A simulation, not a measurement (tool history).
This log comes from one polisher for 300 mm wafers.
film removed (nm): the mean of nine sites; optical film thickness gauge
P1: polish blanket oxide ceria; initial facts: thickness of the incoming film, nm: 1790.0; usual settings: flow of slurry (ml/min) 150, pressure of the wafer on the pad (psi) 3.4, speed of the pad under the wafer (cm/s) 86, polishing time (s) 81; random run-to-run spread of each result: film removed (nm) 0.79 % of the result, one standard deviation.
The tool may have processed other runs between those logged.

run   hour  flow of slurry (ml/min)  pressure of the wafer on the pad (psi)  speed of the pad under the wafer (cm/s)  polishing time (s)  wafers polished on this pad  hours since the slurry nozzle was cleaned  hours since the head pressure was calibrated  film removed (nm)
  1    9.6                      150                                     3.4                                       86                  81                          231                                      562.9                                         191.1             277.93
  2   24.9                      150                                     3.4                                       86                  81                          353                                      578.2                                         206.4             277.26
  3   39.9                      150                                     3.4                                      126                  81                          474                                      593.2                                         221.4             404.15
  4   50.6                      150                                     3.4                                       86                  44                          559                                      603.9                                         232.1             152.71
  5   64.5                      150                                     3.4                                       86                  81                          671                                      617.8                                           246             278.43
      65.8  -- worn pad replaced by a new one
  6   77.8                      150                                       2                                       86                  81                           96                                      631.1                                         259.3             163.38
  7     91                      150                                     3.4                                       86                 114                          202                                      644.3                                         272.5             387.97
  8  104.1                      195                                     3.4                                       86                  81                          307                                      657.4                                         285.6             288.45
  9  112.8                      150                                     3.4                                      118                 102                          376                                      666.1                                         294.3             480.51
 10  123.2                      150                                     3.4                                       86                  81                          460                                      676.5                                         304.7             280.12
 11  140.5                      100                                     3.4                                       86                 120                          598                                      693.8                                           322             381.83
 12  152.2                      150                                     3.4                                       86                  81                          692                                      705.5                                         333.7             279.65
 13  165.4                      150                                     5.3                                       86                  81                          798                                      718.7                                         346.9             437.02
 14    176                      150                                     3.4                                       40                  81                          883                                      729.3                                         357.5             130.17
 15  184.2                      100                                     3.4                                       86                  81                          948                                      737.5                                         365.7              259.6
 16  193.7                      150                                     3.4                                       86                  81                         1025                                        747                                         375.2             281.05
 17  205.9                      150                                     3.4                                       86                  81                         1122                                      759.2                                         387.4             274.56
 18  218.7                      150                                     3.4                                       86                  81                         1225                                        772                                         400.2             264.01
 19  227.2                      150                                     3.4                                       86                  81                         1293                                      780.5                                         408.7             263.24
     235.6  -- worn pad replaced by a new one
 20  245.4                      150                                     3.4                                       86                  81                           78                                      798.7                                         426.9             255.54
 21  253.7                      150                                     3.4                                       86                  81                          145                                        807                                         435.2             256.23
 22  269.8                      150                                     3.4                                       86                  81                          274                                      823.1                                         451.3             252.67
 23  282.3                      150                                     3.4                                       86                  81                          374                                      835.6                                         463.8             251.19
 24    291                      150                                     3.4                                       86                  81                          444                                      844.3                                         472.5             253.79
 25  300.7                      150                                     3.4                                       86                  81                          521                                        854                                         482.2             250.82

What P1 gives has crept away from where it was. These 2 causes fit the log equally well, each at the size given:
A: slurry flow missing at the pad, % = 38.1
B: head's pressure below its setpoint, % = 9.83
The gradual shift began around hour 193.7.
Other possible causes, and why each is ruled out:
removal rate lost through wear of the pad, %: maintenance at hour 235.6, after the shift began, did not return the process to its former output

Each of the check runs listed below is run on 3 wafers and reports their average, with the results left as question marks. Pick the one under which the possible causes would lead to clearly different results.
check 1  310.4                      150                                     5.2                                       86                  81                                                                                                                                        ?
check 2  310.4                      150                                     2.2                                       40                  81                                                                                                                                        ?
check 3  310.4                      150                                     2.1                                      126                  81                                                                                                                                        ?
check 4  310.4                      110                                     4.3                                       86                  81                                                                                                                                        ?

What every check run would give for each of its results, assuming each possible cause in turn:
  check             result    if A    if B
check 1  film removed (nm)  384.99  385.02
check 2  film removed (nm)  75.758  75.765
check 3  film removed (nm)  227.79  227.81
check 4  film removed (nm)  289.73  299.31
Separation of the two closest causes in each check, using whichever result separates them best: check 1 0.01 %; check 2 0.01 %; check 3 0.01 %; check 4 3.25 %
Of the check runs offered, only check 4 discriminates between the causes; the rest would read about the same regardless of which cause applies.

Check 4 has now been run. It gave: film removed (nm) 290.92. Which of the candidate causes is it?

It is A: slurry flow missing at the pad, %.

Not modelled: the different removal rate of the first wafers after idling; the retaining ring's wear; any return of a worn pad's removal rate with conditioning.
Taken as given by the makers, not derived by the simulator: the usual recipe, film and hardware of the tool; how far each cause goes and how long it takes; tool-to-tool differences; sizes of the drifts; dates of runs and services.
